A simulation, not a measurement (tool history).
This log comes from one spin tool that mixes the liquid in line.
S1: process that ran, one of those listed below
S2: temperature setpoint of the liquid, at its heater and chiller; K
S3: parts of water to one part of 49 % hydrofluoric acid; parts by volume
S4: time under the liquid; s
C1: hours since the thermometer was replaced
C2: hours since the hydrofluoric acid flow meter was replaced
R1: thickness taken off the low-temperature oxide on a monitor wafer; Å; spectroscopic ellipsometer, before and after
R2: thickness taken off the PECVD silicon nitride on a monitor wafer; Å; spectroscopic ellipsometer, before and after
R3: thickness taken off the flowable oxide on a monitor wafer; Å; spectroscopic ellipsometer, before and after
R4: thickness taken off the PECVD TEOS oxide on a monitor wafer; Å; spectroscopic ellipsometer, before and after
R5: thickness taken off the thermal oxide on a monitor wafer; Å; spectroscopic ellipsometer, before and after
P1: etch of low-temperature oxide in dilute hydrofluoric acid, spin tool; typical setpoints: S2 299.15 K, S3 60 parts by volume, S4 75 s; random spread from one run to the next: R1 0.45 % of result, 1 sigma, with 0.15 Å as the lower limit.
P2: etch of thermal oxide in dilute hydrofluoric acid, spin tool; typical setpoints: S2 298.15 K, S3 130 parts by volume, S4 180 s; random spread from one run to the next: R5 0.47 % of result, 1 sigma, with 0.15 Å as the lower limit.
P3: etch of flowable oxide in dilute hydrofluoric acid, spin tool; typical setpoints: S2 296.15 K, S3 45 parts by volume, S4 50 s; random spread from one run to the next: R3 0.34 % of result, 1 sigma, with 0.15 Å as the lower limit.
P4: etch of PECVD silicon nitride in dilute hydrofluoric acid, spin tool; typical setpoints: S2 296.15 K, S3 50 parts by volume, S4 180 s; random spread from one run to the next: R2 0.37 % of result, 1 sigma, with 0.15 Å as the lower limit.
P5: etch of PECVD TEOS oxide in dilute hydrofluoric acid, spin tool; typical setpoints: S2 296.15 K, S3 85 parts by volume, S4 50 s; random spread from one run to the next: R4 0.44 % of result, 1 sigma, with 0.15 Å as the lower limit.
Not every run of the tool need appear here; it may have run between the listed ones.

run     day  S1      S2   S3   S4     C1     C2      R1       R2      R3      R4       R5
  1   0.525  P1  299.15   60   75  448.1  106.2  280.19
  2   0.804  P4  296.15   20  180  454.8  112.9          146.830
  3   1.117  P3  296.15   65   50  462.3  120.4                   173.56
      1.583  -- hydrofluoric acid flow meter replaced
  4   1.600  P5  296.15   85   50  473.9    0.5                           129.16
  5   2.067  P1  299.15   60   75  485.1   11.7  278.52
  6   2.362  P2  298.15  130  180  492.2   18.8                                    66.997
  7   2.875  P1  304.65   60  110  504.5   31.1  507.85
  8   3.246  P1  299.15   60   75  513.4   40.0  278.94
  9   3.579  P2  292.15  130  180  521.4   48.0                                    53.238
 10   4.029  P2  298.15  230  180  532.2   58.8                                    34.231
 11   4.629  P1  299.15   35  110  546.6   73.2  724.87
 12   5.158  P1  299.15   60   40  559.3   85.9  147.96
 13   5.696  P4  296.15   50  325  572.2   98.8          110.290
 14   6.167  P3  296.15   45   50  583.5  110.1                   257.03
 15   6.746  P2  298.15  130  365  597.4  124.0                                   137.790
 16   7.217  P1  299.15   60   75  608.7  135.3  280.33
 17   7.533  P5  296.15   85   50  616.3  142.9                           128.50
 18   7.838  P4  299.65   50  180  623.6  150.2           76.658
      7.871  -- thermometer replaced
 19   8.379  P1  299.15   20   75   12.2  163.2  876.38
 20   8.792  P5  296.15   35   50   22.1  173.1                           334.33
 21   9.208  P5  296.15   85   75   32.1  183.1                           193.05
 22   9.671  P3  291.15   45   50   43.2  194.2                   208.12
 23  10.054  P5  290.15   85   50   52.4  203.4                           101.22
 24  10.533  P1  299.15  100   75   63.9  214.9  158.15
 25  10.954  P1  299.15   60   75   74.0  225.0  279.19
 26  11.496  P2  298.15  130  180   87.0  238.0                                    67.001
 27  12.058  P1  303.15   60   75  100.5  251.5  325.42
 28  12.621  P3  296.15   45   80  114.0  265.0                   411.19
 29  12.892  P1  299.15   60  135  120.5  271.5  500.95
 30  13.258  P4  296.15   50  180  129.3  280.3           60.734
 31  13.679  P1  291.15   60   75  139.4  290.4  200.00
 32  14.279  P1  299.15   60   75  153.8  304.8  279.12
 33  14.692  P1  299.15   60   75  163.7  314.7  287.33
 34  15.058  P1  299.15   60   75  172.5  323.5  291.19
 35  15.646  P1  299.15   60   75  186.6  337.6  295.07
 36  16.158  P1  299.15   60   75  198.9  349.9  300.69
 37  16.600  P1  299.15   60   75  209.5  360.5  298.76

Run 38, settings as shown, results not yet in. Your forecast:
 38  16.938  P1  299.15  60  75  217.6  368.6   ?

R1: 298.93 Å

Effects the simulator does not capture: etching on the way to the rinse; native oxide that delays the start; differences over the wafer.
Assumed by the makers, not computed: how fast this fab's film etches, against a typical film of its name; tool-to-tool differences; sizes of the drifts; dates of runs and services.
